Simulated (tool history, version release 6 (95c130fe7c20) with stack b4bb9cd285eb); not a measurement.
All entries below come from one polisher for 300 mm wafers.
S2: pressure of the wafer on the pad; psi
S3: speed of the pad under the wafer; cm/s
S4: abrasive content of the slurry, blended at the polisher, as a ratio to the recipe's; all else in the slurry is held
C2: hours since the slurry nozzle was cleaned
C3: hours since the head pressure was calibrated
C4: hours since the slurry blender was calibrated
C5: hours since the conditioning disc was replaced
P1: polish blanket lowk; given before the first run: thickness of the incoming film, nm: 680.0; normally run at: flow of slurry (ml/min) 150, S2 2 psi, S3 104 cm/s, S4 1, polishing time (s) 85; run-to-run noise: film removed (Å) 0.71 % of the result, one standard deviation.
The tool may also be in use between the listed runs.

Run 1, day 0.625: flow of slurry (ml/min) 150, S2 2 psi, S3 104 cm/s, S4 1, polishing time (s) 85; wafers polished on this pad 700; C2 155.9; C3 646.8; C4 61.9; C5 227.4. Result: film removed (Å) 353.9.
Run 2, day 1.146: flow of slurry (ml/min) 150, S2 0.9 psi, S3 104 cm/s, S4 1, polishing time (s) 85; wafers polished on this pad 833; C2 168.4; C3 659.3; C4 74.4; C5 239.9. Result: film removed (Å) 160.94.
Run 3, day 1.488: flow of slurry (ml/min) 150, S2 2 psi, S3 104 cm/s, S4 1, polishing time (s) 38; wafers polished on this pad 920; C2 176.6; C3 667.5; C4 82.6; C5 248.1. Result: film removed (Å) 157.5.
Run 4, day 1.929: flow of slurry (ml/min) 150, S2 2.6 psi, S3 72 cm/s, S4 1, polishing time (s) 85; wafers polished on this pad 1032; C2 187.2; C3 678.1; C4 93.2; C5 258.7. Result: film removed (Å) 344.84.
Run 5, day 2.279: flow of slurry (ml/min) 105, S2 2 psi, S3 104 cm/s, S4 1, polishing time (s) 85; wafers polished on this pad 1122; C2 195.6; C3 686.5; C4 101.6; C5 267.1. Result: film removed (Å) 330.17.
Run 6, day 2.762: flow of slurry (ml/min) 150, S2 2 psi, S3 78 cm/s, S4 1, polishing time (s) 85; wafers polished on this pad 1245; C2 207.2; C3 698.1; C4 113.2; C5 278.7. Result: film removed (Å) 283.78.
Run 7, day 3.079: flow of slurry (ml/min) 150, S2 2 psi, S3 104 cm/s, S4 1, polishing time (s) 85; wafers polished on this pad 1325; C2 214.8; C3 705.7; C4 120.8; C5 286.3. Result: film removed (Å) 357.34.
Run 8, day 3.4: flow of slurry (ml/min) 150, S2 2 psi, S3 104 cm/s, S4 0.5, polishing time (s) 85; wafers polished on this pad 1407; C2 222.5; C3 713.4; C4 128.5; C5 294. Result: film removed (Å) 244.01.
Run 9, day 3.712: flow of slurry (ml/min) 150, S2 2 psi, S3 104 cm/s, S4 1.45, polishing time (s) 85; wafers polished on this pad 1487; C2 230; C3 720.9; C4 136; C5 301.5. Result: film removed (Å) 415.73.
Run 10, day 4.017: flow of slurry (ml/min) 150, S2 2 psi, S3 104 cm/s, S4 1, polishing time (s) 85; wafers polished on this pad 1564; C2 237.3; C3 728.2; C4 143.3; C5 308.8. Result: film removed (Å) 351.91.
Run 11, day 4.554: flow of slurry (ml/min) 150, S2 2 psi, S3 130 cm/s, S4 1, polishing time (s) 85; wafers polished on this pad 1701; C2 250.2; C3 741.1; C4 156.2; C5 321.7. Result: film removed (Å) 426.05.
Run 12, day 4.9: flow of slurry (ml/min) 150, S2 2 psi, S3 130 cm/s, S4 1, polishing time (s) 107; wafers polished on this pad 1789; C2 258.5; C3 749.4; C4 164.5; C5 330. Result: film removed (Å) 529.35.
Run 13, day 5.2: flow of slurry (ml/min) 150, S2 2.8 psi, S3 104 cm/s, S4 1, polishing time (s) 85; wafers polished on this pad 1865; C2 265.7; C3 756.6; C4 171.7; C5 337.2. Result: film removed (Å) 494.85.
At day 5.212: slurry blender recalibrated.
Run 14, day 5.667: flow of slurry (ml/min) 150, S2 2 psi, S3 162 cm/s, S4 1, polishing time (s) 128; wafers polished on this pad 1984; C2 276.9; C3 767.8; C4 10.9; C5 348.4. Result: film removed (Å) 759.71.
Run 15, day 6.238: flow of slurry (ml/min) 150, S2 2 psi, S3 104 cm/s, S4 1, polishing time (s) 134; wafers polished on this pad 2130; C2 290.6; C3 781.5; C4 24.6; C5 362.1. Result: film removed (Å) 559.62.
Run 16, day 6.642: flow of slurry (ml/min) 150, S2 2 psi, S3 104 cm/s, S4 1, polishing time (s) 85; wafers polished on this pad 2233; C2 300.3; C3 791.2; C4 34.3; C5 371.8. Result: film removed (Å) 352.86.
At day 6.875: slurry nozzle cleaned.
Run 17, day 7.296: flow of slurry (ml/min) 230, S2 2 psi, S3 104 cm/s, S4 1, polishing time (s) 85; wafers polished on this pad 2399; C2 10.1; C3 806.9; C4 50; C5 387.5. Result: film removed (Å) 376.46.
Run 18, day 7.692: flow of slurry (ml/min) 150, S2 2 psi, S3 104 cm/s, S4 1, polishing time (s) 85; wafers polished on this pad 2500; C2 19.6; C3 816.4; C4 59.5; C5 397. Result: film removed (Å) 355.5.
Run 19, day 8.296: flow of slurry (ml/min) 150, S2 2 psi, S3 104 cm/s, S4 1, polishing time (s) 85; wafers polished on this pad 2654; C2 34.1; C3 830.9; C4 74; C5 411.5. Result: film removed (Å) 341.56.
Run 20, day 8.596: flow of slurry (ml/min) 150, S2 2 psi, S3 104 cm/s, S4 1, polishing time (s) 85; wafers polished on this pad 2730; C2 41.3; C3 838.1; C4 81.2; C5 418.7. Result: film removed (Å) 341.41.
Run 21, day 9.042: flow of slurry (ml/min) 150, S2 2 psi, S3 104 cm/s, S4 1, polishing time (s) 85; wafers polished on this pad 2844; C2 52; C3 848.8; C4 91.9; C5 429.4. Result: film removed (Å) 331.34.
Run 22, day 9.529: flow of slurry (ml/min) 150, S2 2 psi, S3 104 cm/s, S4 1, polishing time (s) 85; wafers polished on this pad 2968; C2 63.7; C3 860.5; C4 103.6; C5 441.1. Result: film removed (Å) 334.21.
At day 9.717: slurry blender recalibrated.
Run 23, day 10.171: flow of slurry (ml/min) 150, S2 2 psi, S3 104 cm/s, S4 1, polishing time (s) 85; wafers polished on this pad 3131; C2 79.1; C3 875.9; C4 10.9; C5 456.5. Result: film removed (Å) 329.49.
Run 24, day 10.546: flow of slurry (ml/min) 150, S2 2 psi, S3 104 cm/s, S4 1, polishing time (s) 85; wafers polished on this pad 3227; C2 88.1; C3 884.9; C4 19.9; C5 465.5. Result: film removed (Å) 324.11.

Run 25 is up next; what results do you expect?
Run 25, day 11.204: flow of slurry (ml/min) 150, S2 2 psi, S3 104 cm/s, S4 1, polishing time (s) 85; wafers polished on this pad 3395; C2 103.9; C3 900.7; C4 35.7; C5 481.3. Result: film removed (Å) ?.

For run 25 the tool returned film removed (Å) 328.63.
